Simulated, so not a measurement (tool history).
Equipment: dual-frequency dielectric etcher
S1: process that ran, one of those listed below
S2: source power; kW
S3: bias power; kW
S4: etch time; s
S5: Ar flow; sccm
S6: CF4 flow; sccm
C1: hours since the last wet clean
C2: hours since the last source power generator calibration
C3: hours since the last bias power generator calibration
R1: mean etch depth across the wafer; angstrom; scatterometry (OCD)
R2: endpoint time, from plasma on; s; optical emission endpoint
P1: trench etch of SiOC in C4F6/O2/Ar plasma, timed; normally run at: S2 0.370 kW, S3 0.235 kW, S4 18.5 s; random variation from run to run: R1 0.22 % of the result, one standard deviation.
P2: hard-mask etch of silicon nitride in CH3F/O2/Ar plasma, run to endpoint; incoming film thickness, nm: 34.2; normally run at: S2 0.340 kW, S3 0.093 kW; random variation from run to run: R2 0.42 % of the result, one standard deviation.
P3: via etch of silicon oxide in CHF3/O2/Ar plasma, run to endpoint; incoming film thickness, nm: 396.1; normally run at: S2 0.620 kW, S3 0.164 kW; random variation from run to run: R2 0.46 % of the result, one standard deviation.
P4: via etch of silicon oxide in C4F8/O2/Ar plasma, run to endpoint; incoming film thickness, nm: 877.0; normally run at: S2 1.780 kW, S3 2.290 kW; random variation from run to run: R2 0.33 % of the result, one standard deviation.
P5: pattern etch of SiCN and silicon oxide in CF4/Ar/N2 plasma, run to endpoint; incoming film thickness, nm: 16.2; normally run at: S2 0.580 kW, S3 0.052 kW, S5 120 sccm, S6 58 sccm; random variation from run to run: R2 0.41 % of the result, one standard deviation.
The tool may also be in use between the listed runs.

| run | day | S1 | S2 | S3 | S4 | S5 | S6 | C1 | C2 | C3 | R1 | R2 |
|---|---|---|---|---|---|---|---|---|---|---|---|---|
| 1 | 0.204 | P1 | 0.370 | 0.235 | 18.5 |  |  | 305.1 | 1811.1 | 1859.0 | 424.02 |  |
| 2 | 0.496 | P1 | 0.370 | 0.235 | 18.5 |  |  | 312.1 | 1818.1 | 1866.0 | 421.70 |  |
| 3 | 0.788 | P5 | 0.580 | 0.052 |  | 73 | 58 | 319.1 | 1825.1 | 1873.0 |  | 16.353 |
| 4 | 1.058 | P1 | 0.370 | 0.235 | 18.5 |  |  | 325.6 | 1831.6 | 1879.5 | 423.95 |  |
| 5 | 1.388 | P2 | 0.340 | 0.093 |  |  |  | 333.5 | 1839.5 | 1887.4 |  | 46.011 |
| 6 | 1.688 | P1 | 0.370 | 0.235 | 18.5 |  |  | 340.7 | 1846.7 | 1894.6 | 421.25 |  |
| 7 | 2.004 | P1 | 0.370 | 0.235 | 18.5 |  |  | 348.3 | 1854.3 | 1902.2 | 422.89 |  |
| 8 | 2.258 | P3 | 0.790 | 0.164 |  |  |  | 354.4 | 1860.4 | 1908.3 |  | 191.100 |
| 9 | 2.567 | P5 | 0.580 | 0.052 |  | 120 | 70 | 361.8 | 1867.8 | 1915.7 |  | 17.217 |
| 10 | 2.721 | P1 | 0.470 | 0.235 | 18.5 |  |  | 365.5 | 1871.5 | 1919.4 | 462.04 |  |
| 11 | 2.967 | P4 | 1.780 | 1.419 |  |  |  | 371.4 | 1877.4 | 1925.3 |  | 201.930 |
| 12 | 3.238 | P4 | 2.490 | 2.290 |  |  |  | 377.9 | 1883.9 | 1931.8 |  | 154.500 |
| 13 | 3.446 | P5 | 0.740 | 0.052 |  | 120 | 58 | 382.9 | 1888.9 | 1936.8 |  | 14.281 |
| 14 | 3.604 | P1 | 0.250 | 0.235 | 18.5 |  |  | 386.7 | 1892.7 | 1940.6 | 364.16 |  |
| 15 | 3.858 | P1 | 0.370 | 0.235 | 11.0 |  |  | 392.8 | 1898.8 | 1946.7 | 252.01 |  |
| 16 | 4.021 | P1 | 0.370 | 0.182 | 18.5 |  |  | 396.7 | 1902.7 | 1950.6 | 386.81 |  |
| 17 | 4.338 | P1 | 0.370 | 0.235 | 24.0 |  |  | 404.3 | 1910.3 | 1958.2 | 549.90 |  |
| 18 | 4.496 | P2 | 0.220 | 0.093 |  |  |  | 408.1 | 1914.1 | 1962.0 |  | 53.943 |
| 19 | 4.812 | P1 | 0.370 | 0.235 | 18.5 |  |  | 415.7 | 1921.7 | 1969.6 | 421.87 |  |
| 20 | 5.096 | P5 | 0.580 | 0.032 |  | 120 | 58 | 422.5 | 1928.5 | 1976.4 |  | 20.839 |
| 21 | 5.358 | P1 | 0.370 | 0.235 | 18.5 |  |  | 428.8 | 1934.8 | 1982.7 | 422.55 |  |
| 22 | 5.596 | P1 | 0.270 | 0.141 | 18.5 |  |  | 434.5 | 1940.5 | 1988.4 | 315.61 |  |
| 23 | 5.779 | P1 | 0.370 | 0.186 | 11.5 |  |  | 438.9 | 1944.9 | 1992.8 | 243.30 |  |
| 24 | 6.096 | P1 | 0.270 | 0.235 | 10.0 |  |  | 446.5 | 1952.5 | 2000.4 | 203.03 |  |
| 25 | 6.408 | P1 | 0.370 | 0.297 | 18.5 |  |  | 454.0 | 1960.0 | 2007.9 | 458.98 |  |
| 26 | 6.592 | P5 | 0.580 | 0.052 |  | 120 | 58 | 458.4 | 1964.4 | 2012.3 |  | 17.987 |
| 27 | 6.817 | P3 | 0.620 | 0.164 |  |  |  | 463.8 | 1969.8 | 2017.7 |  | 212.700 |
| 28 | 7.088 | P3 | 0.620 | 0.125 |  |  |  | 470.3 | 1976.3 | 2024.2 |  | 231.540 |
| 29 | 7.371 | P4 | 1.780 | 2.290 |  |  |  | 477.1 | 1983.1 | 2031.0 |  | 175.360 |
| 30 | 7.642 | P2 | 0.340 | 0.056 |  |  |  | 483.6 | 1989.6 | 2037.5 |  | 54.751 |
| 31 | 7.892 | P1 | 0.370 | 0.235 | 18.5 |  |  | 489.6 | 1995.6 | 2043.5 | 422.32 |  |
| 32 | 8.067 | P1 | 0.370 | 0.235 | 18.5 |  |  | 493.8 | 1999.8 | 2047.7 | 425.48 |  |
| 33 | 8.221 | P1 | 0.370 | 0.235 | 18.5 |  |  | 497.5 | 2003.5 | 2051.4 | 427.67 |  |
| 34 | 8.475 | P1 | 0.370 | 0.235 | 18.5 |  |  | 503.6 | 2009.6 | 2057.5 | 428.38 |  |
|  | 8.496 | wet clean of the chamber |
| 35 | 8.696 | P1 | 0.370 | 0.235 | 18.5 |  |  | 4.8 | 2014.9 | 2062.8 | 429.22 |  |
| 36 | 8.892 | P1 | 0.370 | 0.235 | 18.5 |  |  | 9.5 | 2019.6 | 2067.5 | 429.05 |  |
| 37 | 9.167 | P1 | 0.370 | 0.235 | 18.5 |  |  | 16.1 | 2026.2 | 2074.1 | 429.35 |  |

What P1 gives has crept away from where it was. These 2 causes fit the log equally well, each at the size given:
A: bias power that arrives over what is set, % = 4.6
B: source power that arrives over what is set, % = 4.05
Creep in the process output first set in at about day 7.892.
Every other cause this tool's parts could produce, and why it does not fit the log:
chamber walls in a state that raises the etch rate, %: serviced at day 8.496, which brought nothing back

Consider the 4 check runs below, whose results appear as question marks and each of which averages 2 wafers. Which one distinguishes the causes, in that each cause would give it a clearly different result?
| check 1 | 9.442 | P4 | 1.780 | 2.290 |  |  |  |  |  |  |  | ? |
| check 2 | 9.442 | P5 | 0.580 | 0.052 |  | 120 | 58 |  |  |  |  | ? |
| check 3 | 9.442 | P3 | 0.620 | 0.164 |  |  |  |  |  |  |  | ? |
| check 4 | 9.442 | P2 | 0.340 | 0.093 |  |  |  |  |  |  |  | ? |

Predicted outcomes, by check and by cause:
| check | result | if A | if B |
|---|---|---|---|
| check 1 | R2 | 173.840 | 173.440 |
| check 2 | R2 | 17.561 | 17.206 |
| check 3 | R2 | 208.410 | 208.320 |
| check 4 | R2 | 45.205 | 45.283 |
Gap, in per cent, between the two causes that each check separates least, read from the result that separates them most: check 1 0.23 %; check 2 2.04 %; check 3 0.04 %; check 4 0.17 %
Check 2 is the one run that separates the causes; every other check would come out nearly the same whichever cause is at work.

Check 2 was then run and gave: R2 17.550 s. Which cause is it?

It is A: bias power that arrives over what is set, %.
